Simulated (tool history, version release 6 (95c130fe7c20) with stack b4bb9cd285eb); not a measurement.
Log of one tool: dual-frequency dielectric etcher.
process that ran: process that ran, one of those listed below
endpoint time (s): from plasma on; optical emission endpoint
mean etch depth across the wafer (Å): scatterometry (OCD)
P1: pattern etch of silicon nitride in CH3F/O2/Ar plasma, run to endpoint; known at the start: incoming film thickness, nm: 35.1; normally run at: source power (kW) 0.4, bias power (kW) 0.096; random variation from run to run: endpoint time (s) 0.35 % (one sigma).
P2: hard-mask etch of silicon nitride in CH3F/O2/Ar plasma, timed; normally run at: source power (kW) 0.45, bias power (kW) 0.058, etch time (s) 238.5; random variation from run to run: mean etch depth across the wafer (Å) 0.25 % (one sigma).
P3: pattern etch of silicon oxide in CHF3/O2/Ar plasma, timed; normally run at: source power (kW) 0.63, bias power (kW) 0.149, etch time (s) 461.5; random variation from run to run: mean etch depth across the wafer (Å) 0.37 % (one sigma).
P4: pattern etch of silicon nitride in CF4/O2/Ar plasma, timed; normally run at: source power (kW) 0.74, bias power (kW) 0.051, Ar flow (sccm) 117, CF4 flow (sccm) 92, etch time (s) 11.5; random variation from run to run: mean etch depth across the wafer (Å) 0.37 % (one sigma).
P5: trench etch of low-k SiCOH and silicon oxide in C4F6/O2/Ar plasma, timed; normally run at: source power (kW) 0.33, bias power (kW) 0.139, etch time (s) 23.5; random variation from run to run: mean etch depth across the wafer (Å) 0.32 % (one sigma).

run	hour	process that ran	source power (kW)	bias power (kW)	etch time (s)	Ar flow (sccm)	CF4 flow (sccm)	hours since the last wet clean	hours since the last source power generator calibration	hours since the last bias power generator calibration	endpoint time (s)	mean etch depth across the wafer (Å)
1	13.5	P1	0.4	0.096				381.5	1263.8	1503.4	46.063	
2	26.7	P1	0.4	0.096				394.7	1277	1516.6	46.21	
3	35.1	P2	0.54	0.058	238.5			403.1	1285.4	1525		1729.7
4	45.2	P4	0.74	0.031	11.5	117	92	413.2	1295.5	1535.1		255.52
5	58.2	P3	0.63	0.149	461.5			426.2	1308.5	1548.1		8579.7
6	74.7	P4	0.74	0.051	17	117	92	442.7	1325	1564.6		450.05
7	84.7	P5	0.33	0.139	23.5			452.7	1335	1574.6		624.39
8	98.5	P1	0.26	0.076				466.5	1348.8	1588.4	58.794	
9	108.3	P4	0.74	0.051	11.5	117	58	476.3	1358.6	1598.2		282.6
10	125.8	P1	0.4	0.096				493.8	1376.1	1615.7	45.911	
11	137.2	P4	0.74	0.051	11.5	117	92	505.2	1387.5	1627.1		303.45
12	149.5	P4	0.74	0.051	11.5	117	92	517.5	1399.8	1639.4		302.83
13	163.5	P2	0.45	0.058	349			531.5	1413.8	1653.4		2365
14	174	P4	0.74	0.051	11.5	82	92	542	1424.3	1663.9		318.6
15	184.9	P1	0.4	0.096				552.9	1435.2	1674.8	45.803	
16	193.8	P3	0.63	0.118	461.5			561.8	1444.1	1683.7		7992.2
17	204.8	P5	0.33	0.139	23.5			572.8	1455.1	1694.7		622.64
18	222.9	P1	0.4	0.114				590.9	1473.2	1712.8	43.253	
19	238.8	P1	0.52	0.096				606.8	1489.1	1728.7	41.911	
20	248.8	P3	0.63	0.149	267.5			616.8	1499.1	1738.7		4990.3
21	263.8	P1	0.52	0.075				631.8	1514.1	1753.7	45.651	
22	274.8	P2	0.45	0.058	238.5			642.8	1525.1	1764.7		1612.3
23	283.9	P1	0.4	0.071				651.9	1534.2	1773.8	51.328	
24	300.5	P2	0.45	0.058	238.5			668.5	1550.8	1790.4		1600.8
25	309.6	P5	0.44	0.139	23.5			677.6	1559.9	1799.5		697.32
26	320.6	P3	0.77	0.149	461.5			688.6	1570.9	1810.5		9321
27	338.5	P4	0.51	0.051	11.5	117	92	706.5	1588.8	1828.4		221.38
28	355.2	P1	0.28	0.096				723.2	1605.5	1845.1	52.593	
29	364.5	P1	0.4	0.096				732.5	1614.8	1854.4	46.243	

The next listed run, before its measurement:
30	377.6	P1	0.27	0.081				745.6	1627.9	1867.5	?	

endpoint time (s): 57.033
